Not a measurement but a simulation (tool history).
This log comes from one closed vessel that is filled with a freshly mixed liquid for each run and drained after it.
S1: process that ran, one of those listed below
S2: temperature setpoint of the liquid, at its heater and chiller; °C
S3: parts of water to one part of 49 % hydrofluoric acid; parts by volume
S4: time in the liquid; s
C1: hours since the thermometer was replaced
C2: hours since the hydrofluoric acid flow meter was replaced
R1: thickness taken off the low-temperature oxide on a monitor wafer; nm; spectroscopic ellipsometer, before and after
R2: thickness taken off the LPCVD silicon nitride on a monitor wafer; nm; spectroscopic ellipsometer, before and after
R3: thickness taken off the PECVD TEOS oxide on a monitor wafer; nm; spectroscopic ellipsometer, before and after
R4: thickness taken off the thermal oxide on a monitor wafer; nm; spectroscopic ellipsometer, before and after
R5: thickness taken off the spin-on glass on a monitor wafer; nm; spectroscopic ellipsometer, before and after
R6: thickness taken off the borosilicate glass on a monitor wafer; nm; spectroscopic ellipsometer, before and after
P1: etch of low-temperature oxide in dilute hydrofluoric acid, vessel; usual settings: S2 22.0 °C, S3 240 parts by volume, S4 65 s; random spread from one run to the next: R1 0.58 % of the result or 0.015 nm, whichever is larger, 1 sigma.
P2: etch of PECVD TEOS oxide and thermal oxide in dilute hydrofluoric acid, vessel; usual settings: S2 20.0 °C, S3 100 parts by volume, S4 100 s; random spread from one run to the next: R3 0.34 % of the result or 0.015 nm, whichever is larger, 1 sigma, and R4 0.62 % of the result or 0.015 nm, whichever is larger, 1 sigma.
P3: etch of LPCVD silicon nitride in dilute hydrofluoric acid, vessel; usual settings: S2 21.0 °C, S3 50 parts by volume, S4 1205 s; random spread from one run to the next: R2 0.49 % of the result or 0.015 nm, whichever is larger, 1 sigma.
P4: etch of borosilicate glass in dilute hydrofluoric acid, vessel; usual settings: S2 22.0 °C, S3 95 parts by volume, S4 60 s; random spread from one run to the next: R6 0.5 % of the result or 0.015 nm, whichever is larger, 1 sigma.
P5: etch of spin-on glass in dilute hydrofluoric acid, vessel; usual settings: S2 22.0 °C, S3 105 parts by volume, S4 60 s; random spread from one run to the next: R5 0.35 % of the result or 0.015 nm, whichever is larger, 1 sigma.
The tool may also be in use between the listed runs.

{"run": 1, "hour": 14.7, "S1": "P1", "S2": 22.0, "S3": 240, "S4": 65, "C1": 353.4, "C2": 698.1, "R1": 6.1988}
{"run": 2, "hour": 22.7, "S1": "P1", "S2": 22.0, "S3": 240, "S4": 65, "C1": 361.4, "C2": 706.1, "R1": 6.1049}
{"run": 3, "hour": 32.4, "S1": "P3", "S2": 28.0, "S3": 50, "S4": 1205, "C1": 371.1, "C2": 715.8, "R2": 14.125}
{"run": 4, "hour": 42.0, "S1": "P2", "S2": 20.0, "S3": 170, "S4": 100, "C1": 380.7, "C2": 725.4, "R3": 5.7867, "R4": 2.1452}
{"run": 5, "hour": 55.5, "S1": "P5", "S2": 22.0, "S3": 180, "S4": 60, "C1": 394.2, "C2": 738.9, "R5": 12.675}
{"run": 6, "hour": 72.4, "S1": "P3", "S2": 21.0, "S3": 70, "S4": 1205, "C1": 411.1, "C2": 755.8, "R2": 6.3387}
{"run": 7, "hour": 88.0, "S1": "P4", "S2": 22.0, "S3": 95, "S4": 115, "C1": 426.7, "C2": 771.4, "R6": 43.576}
{"run": 8, "hour": 101.9, "S1": "P1", "S2": 22.0, "S3": 240, "S4": 105, "C1": 440.6, "C2": 785.3, "R1": 9.885}
{"run": 9, "hour": 116.0, "S1": "P1", "S2": 22.0, "S3": 240, "S4": 30, "C1": 454.7, "C2": 799.4, "R1": 2.8691}
{"run": 10, "hour": 126.0, "S1": "P2", "S2": 25.0, "S3": 100, "S4": 100, "C1": 464.7, "C2": 809.4, "R3": 12.96, "R4": 4.8712}
{"run": 11, "hour": 139.6, "S1": "P1", "S2": 22.0, "S3": 240, "S4": 65, "C1": 478.3, "C2": 823.0, "R1": 6.1371}
{"run": 12, "hour": 155.7, "S1": "P4", "S2": 22.0, "S3": 95, "S4": 60, "C1": 494.4, "C2": 839.1, "R6": 22.699}
{"run": 13, "hour": 170.0, "S1": "P1", "S2": 18.5, "S3": 240, "S4": 65, "C1": 508.7, "C2": 853.4, "R1": 5.3542}
{"run": 14, "hour": 178.9, "S1": "P5", "S2": 30.0, "S3": 105, "S4": 60, "C1": 517.6, "C2": 862.3, "R5": 32.153}
{"hour": 179.5, "done": "hydrofluoric acid flow meter replaced"}
{"run": 15, "hour": 186.7, "S1": "P2", "S2": 20.0, "S3": 100, "S4": 100, "C1": 525.4, "C2": 7.3, "R3": 10.564, "R4": 3.9212}
{"run": 16, "hour": 199.2, "S1": "P3", "S2": 21.0, "S3": 50, "S4": 1205, "C1": 537.9, "C2": 19.8, "R2": 8.8428}
{"run": 17, "hour": 211.9, "S1": "P1", "S2": 29.5, "S3": 240, "S4": 130, "C1": 550.6, "C2": 32.5, "R1": 16.163}
{"run": 18, "hour": 225.8, "S1": "P4", "S2": 22.0, "S3": 170, "S4": 60, "C1": 564.5, "C2": 46.4, "R6": 11.744}
{"run": 19, "hour": 233.8, "S1": "P5", "S2": 22.0, "S3": 105, "S4": 60, "C1": 572.5, "C2": 54.4, "R5": 23.467}
{"run": 20, "hour": 246.3, "S1": "P1", "S2": 22.0, "S3": 330, "S4": 65, "C1": 585.0, "C2": 66.9, "R1": 4.0916}
{"run": 21, "hour": 257.7, "S1": "P3", "S2": 21.0, "S3": 50, "S4": 380, "C1": 596.4, "C2": 78.3, "R2": 2.7767}
{"run": 22, "hour": 267.1, "S1": "P4", "S2": 22.0, "S3": 95, "S4": 60, "C1": 605.8, "C2": 87.7, "R6": 22.986}
{"run": 23, "hour": 278.9, "S1": "P2", "S2": 20.0, "S3": 100, "S4": 185, "C1": 617.6, "C2": 99.5, "R3": 19.588, "R4": 7.3047}
{"run": 24, "hour": 291.4, "S1": "P1", "S2": 25.5, "S3": 240, "S4": 65, "C1": 630.1, "C2": 112.0, "R1": 7.0303}
{"run": 25, "hour": 306.3, "S1": "P1", "S2": 22.0, "S3": 240, "S4": 65, "C1": 645.0, "C2": 126.9, "R1": 6.0718}
{"run": 26, "hour": 321.8, "S1": "P1", "S2": 22.0, "S3": 130, "S4": 65, "C1": 660.5, "C2": 142.4, "R1": 12.786}
{"run": 27, "hour": 334.0, "S1": "P1", "S2": 27.0, "S3": 240, "S4": 120, "C1": 672.7, "C2": 154.6, "R1": 13.709}
{"run": 28, "hour": 347.3, "S1": "P1", "S2": 22.0, "S3": 240, "S4": 65, "C1": 686.0, "C2": 167.9, "R1": 6.1486}
{"run": 29, "hour": 362.3, "S1": "P5", "S2": 22.0, "S3": 105, "S4": 30, "C1": 701.0, "C2": 182.9, "R5": 11.727}
{"run": 30, "hour": 370.7, "S1": "P4", "S2": 18.0, "S3": 95, "S4": 60, "C1": 709.4, "C2": 191.3, "R6": 19.095}
{"run": 31, "hour": 380.9, "S1": "P1", "S2": 22.0, "S3": 240, "S4": 65, "C1": 719.6, "C2": 201.5, "R1": 6.1292}
{"run": 32, "hour": 390.3, "S1": "P1", "S2": 22.0, "S3": 240, "S4": 65, "C1": 729.0, "C2": 210.9, "R1": 6.1402}
{"run": 33, "hour": 402.0, "S1": "P1", "S2": 22.0, "S3": 240, "S4": 65, "C1": 740.7, "C2": 222.6, "R1": 6.0197}
{"run": 34, "hour": 414.7, "S1": "P1", "S2": 22.0, "S3": 240, "S4": 65, "C1": 753.4, "C2": 235.3, "R1": 5.8204}
{"run": 35, "hour": 427.3, "S1": "P1", "S2": 22.0, "S3": 240, "S4": 65, "C1": 766.0, "C2": 247.9, "R1": 5.7486}
{"run": 36, "hour": 435.4, "S1": "P1", "S2": 22.0, "S3": 240, "S4": 65, "C1": 774.1, "C2": 256.0, "R1": 5.6699}
{"run": 37, "hour": 445.8, "S1": "P1", "S2": 22.0, "S3": 240, "S4": 65, "C1": 784.5, "C2": 266.4, "R1": 5.7111}
{"run": 38, "hour": 462.5, "S1": "P1", "S2": 22.0, "S3": 240, "S4": 65, "C1": 801.2, "C2": 283.1, "R1": 5.6408}
{"run": 39, "hour": 477.1, "S1": "P1", "S2": 22.0, "S3": 240, "S4": 65, "C1": 815.8, "C2": 297.7, "R1": 5.6833}
{"run": 40, "hour": 493.3, "S1": "P1", "S2": 22.0, "S3": 240, "S4": 65, "C1": 832.0, "C2": 313.9, "R1": 5.6995}
{"run": 41, "hour": 507.9, "S1": "P1", "S2": 22.0, "S3": 240, "S4": 65, "C1": 846.6, "C2": 328.5, "R1": 5.6388}

The log shows P1 creeping away from where it was. Any of the 2 causes listed here, at the size stated for it, fits the log just as well as the others:
A: liquid colder than its thermometer reads (K) = 2.42
B: hydrofluoric acid flow below the setpoint (%) = 7
Onset of the creep was near hour 390.3.

Listed below are the offered check runs, one wafer per run, with question marks in place of results. For which of them would the causes give clearly different outcomes?
{"run": "check 1", "hour": 522.5, "S1": "P5", "S2": 22.0, "S3": 180, "S4": 60, "R5": "?"}
{"run": "check 2", "hour": 522.5, "S1": "P2", "S2": 23.0, "S3": 165, "S4": 100, "R3": "?", "R4": "?"}
{"run": "check 3", "hour": 522.5, "S1": "P4", "S2": 22.0, "S3": 145, "S4": 60, "R6": "?"}
{"run": "check 4", "hour": 522.5, "S1": "P3", "S2": 21.0, "S3": 70, "S4": 1205, "R2": "?"}

What each check would give under each cause:
check=check_1 result=R5 if_A=11.526 if_B=11.607
check=check_2 result=R3 if_A=6.1131 if_B=6.1598
check=check_2 result=R4 if_A=2.2803 if_B=2.2977
check=check_3 result=R6 if_A=12.773 if_B=12.920
check=check_4 result=R2 if_A=5.3811 if_B=5.9236
Gap, in per cent, between the two causes that each check separates least, read from the result that separates them most: check 1 0.71 %; check 2 0.76 %; check 3 1.14 %; check 4 9.6 %
The causes can be told apart only by check 4. The other checks would give nearly the same results under each of them.

Check 4 was then run and gave: R2 5.9857 nm. Which cause is it?

The correct cause is B, namely: hydrofluoric acid flow below the setpoint (%).
